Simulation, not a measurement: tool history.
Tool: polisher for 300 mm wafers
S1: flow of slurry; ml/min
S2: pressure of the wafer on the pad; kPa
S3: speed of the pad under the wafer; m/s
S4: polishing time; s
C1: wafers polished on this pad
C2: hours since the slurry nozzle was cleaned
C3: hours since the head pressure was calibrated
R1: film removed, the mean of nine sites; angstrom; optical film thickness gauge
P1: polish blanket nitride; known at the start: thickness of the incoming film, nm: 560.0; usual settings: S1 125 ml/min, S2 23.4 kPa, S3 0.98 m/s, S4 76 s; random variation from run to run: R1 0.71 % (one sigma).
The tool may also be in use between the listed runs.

run,hour,S1,S2,S3,S4,C1,C2,C3,R1
1,3.7,125,23.4,0.98,76,339,132.6,381.1,1179.5
2,7.4,125,23.4,0.98,76,361,136.3,384.8,1166.7
3,11.8,125,23.4,0.98,76,387,140.7,389.2,1177.8
4,15.5,125,23.4,0.64,106,409,144.4,392.9,1169.7
5,19.9,125,23.4,0.98,109,434,148.8,397.3,1669.1
6,23.8,125,23.4,0.98,76,457,152.7,401.2,1166.1
7,28,190,23.4,0.98,76,482,156.9,405.4,1261
8,31.3,125,23.4,0.98,43,501,160.2,408.7,652.57
9,33.6,75,23.4,0.98,76,515,162.5,411,1027
10,38,125,23.4,1.22,76,541,166.9,415.4,1414.6
11,40.8,125,11,0.98,76,557,169.7,418.2,542.53
12,43.9,125,23.4,0.44,76,576,172.8,421.3,619.86
13,47.3,125,23.4,0.98,76,596,176.2,424.7,1173.5
14,51.7,125,31.7,0.98,76,621,180.6,429.1,1581.4
15,55.9,125,23.4,0.98,76,646,184.8,433.3,1174.9
16,58.7,125,23.4,0.98,76,663,187.6,436.1,1141.5
17,61.9,125,23.4,0.98,76,681,190.8,439.3,1123.5
18,66.2,125,23.4,0.98,76,707,195.1,443.6,1114.6
19,70.8,125,23.4,0.98,76,734,199.7,448.2,1086.4
20,74.1,125,23.4,0.98,76,753,203,451.5,1074.7
# hour 75.2: head pressure recalibrated
21,77.1,125,23.4,0.98,76,771,206,2,1070.7
22,81.1,125,23.4,0.98,76,794,210,6,1070.2
23,83.3,125,23.4,0.98,76,807,212.2,8.2,1064

Run 24 comes next. What will it give?
24,87.2,125,23.4,0.98,76,830,216.1,12.1,?

R1: 1073.6 angstrom
